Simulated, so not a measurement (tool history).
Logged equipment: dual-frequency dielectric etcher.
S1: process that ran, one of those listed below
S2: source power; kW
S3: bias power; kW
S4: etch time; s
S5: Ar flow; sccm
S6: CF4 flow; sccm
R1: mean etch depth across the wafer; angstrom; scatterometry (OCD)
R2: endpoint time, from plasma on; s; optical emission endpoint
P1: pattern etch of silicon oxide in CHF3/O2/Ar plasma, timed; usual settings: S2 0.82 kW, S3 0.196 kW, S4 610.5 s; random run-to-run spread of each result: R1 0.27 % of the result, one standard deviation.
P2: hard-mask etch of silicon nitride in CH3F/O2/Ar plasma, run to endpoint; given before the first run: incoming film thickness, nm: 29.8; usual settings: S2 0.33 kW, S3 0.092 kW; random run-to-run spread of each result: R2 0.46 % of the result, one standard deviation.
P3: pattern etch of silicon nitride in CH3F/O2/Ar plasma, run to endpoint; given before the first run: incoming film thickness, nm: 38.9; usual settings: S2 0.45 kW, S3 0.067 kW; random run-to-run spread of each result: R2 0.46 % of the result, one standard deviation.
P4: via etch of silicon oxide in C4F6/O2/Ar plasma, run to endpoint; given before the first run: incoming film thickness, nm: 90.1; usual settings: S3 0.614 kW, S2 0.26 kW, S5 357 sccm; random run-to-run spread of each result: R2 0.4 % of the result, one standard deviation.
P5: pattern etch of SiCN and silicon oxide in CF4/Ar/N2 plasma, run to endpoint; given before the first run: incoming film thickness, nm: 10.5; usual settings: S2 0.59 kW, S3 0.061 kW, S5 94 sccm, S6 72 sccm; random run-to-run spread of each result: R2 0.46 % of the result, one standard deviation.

{"run": 1, "day": 0.312, "S1": "P1", "S2": 0.82, "S3": 0.196, "S4": 610.5, "R1": 13779}
{"run": 2, "day": 0.725, "S1": "P4", "S2": 0.26, "S3": 0.399, "S5": 357, "R2": 25.936}
{"run": 3, "day": 0.996, "S1": "P1", "S2": 0.82, "S3": 0.196, "S4": 423.5, "R1": 9497.8}
{"run": 4, "day": 1.458, "S1": "P2", "S2": 0.33, "S3": 0.092, "R2": 44.424}
{"run": 5, "day": 1.842, "S1": "P5", "S2": 0.59, "S3": 0.061, "S5": 94, "S6": 72, "R2": 10.001}
{"run": 6, "day": 2.062, "S1": "P1", "S2": 1.08, "S3": 0.196, "S4": 610.5, "R1": 15164}
{"run": 7, "day": 2.429, "S1": "P5", "S2": 0.48, "S3": 0.061, "S5": 94, "S6": 72, "R2": 11.934}
{"run": 8, "day": 2.671, "S1": "P1", "S2": 0.82, "S3": 0.196, "S4": 610.5, "R1": 13740}
{"run": 9, "day": 3.142, "S1": "P1", "S2": 0.82, "S3": 0.196, "S4": 610.5, "R1": 13660}
{"run": 10, "day": 3.354, "S1": "P4", "S2": 0.26, "S3": 0.614, "S5": 239, "R2": 21.049}
{"run": 11, "day": 3.558, "S1": "P5", "S2": 0.59, "S3": 0.061, "S5": 68, "S6": 72, "R2": 9.5225}
{"run": 12, "day": 3.908, "S1": "P2", "S2": 0.27, "S3": 0.092, "R2": 48.286}
{"run": 13, "day": 4.221, "S1": "P3", "S2": 0.45, "S3": 0.067, "R2": 54.471}
{"run": 14, "day": 4.488, "S1": "P4", "S2": 0.26, "S3": 0.614, "S5": 357, "R2": 21.716}
{"run": 15, "day": 4.904, "S1": "P1", "S2": 0.82, "S3": 0.129, "S4": 610.5, "R1": 11890}
{"run": 16, "day": 5.175, "S1": "P1", "S2": 0.82, "S3": 0.196, "S4": 610.5, "R1": 13679}
{"run": 17, "day": 5.533, "S1": "P4", "S2": 0.33, "S3": 0.614, "S5": 357, "R2": 20.179}
{"run": 18, "day": 5.867, "S1": "P5", "S2": 0.59, "S3": 0.047, "S5": 94, "S6": 72, "R2": 10.663}
{"run": 19, "day": 6.325, "S1": "P3", "S2": 0.45, "S3": 0.067, "R2": 54.122}
{"run": 20, "day": 6.55, "S1": "P1", "S2": 0.82, "S3": 0.196, "S4": 765, "R1": 17139}
{"run": 21, "day": 6.917, "S1": "P2", "S2": 0.33, "S3": 0.072, "R2": 48.365}
{"run": 22, "day": 7.275, "S1": "P1", "S2": 0.82, "S3": 0.271, "S4": 610.5, "R1": 15300}
{"run": 23, "day": 7.517, "S1": "P1", "S2": 0.82, "S3": 0.196, "S4": 610.5, "R1": 13638}
{"run": 24, "day": 7.846, "S1": "P1", "S2": 1.13, "S3": 0.255, "S4": 610.5, "R1": 16898}
{"run": 25, "day": 8.312, "S1": "P5", "S2": 0.59, "S3": 0.061, "S5": 94, "S6": 72, "R2": 9.9323}
{"run": 26, "day": 8.633, "S1": "P1", "S2": 0.82, "S3": 0.196, "S4": 610.5, "R1": 13645}
{"run": 27, "day": 8.838, "S1": "P1", "S2": 0.5, "S3": 0.196, "S4": 610.5, "R1": 11308}
{"run": 28, "day": 9.3, "S1": "P3", "S2": 0.45, "S3": 0.047, "R2": 60.801}
{"run": 29, "day": 9.6, "S1": "P3", "S2": 0.36, "S3": 0.067, "R2": 60.086}
{"run": 30, "day": 10.038, "S1": "P5", "S2": 0.59, "S3": 0.061, "S5": 94, "S6": 48, "R2": 10.634}
{"run": 31, "day": 10.475, "S1": "P1", "S2": 0.82, "S3": 0.196, "S4": 610.5, "R1": 13689}

What will run 32 give?
{"run": 32, "day": 10.829, "S1": "P1", "S2": 0.82, "S3": 0.196, "S4": 610.5, "R1": "?"}

Logged for run 32: R1 13596 angstrom.
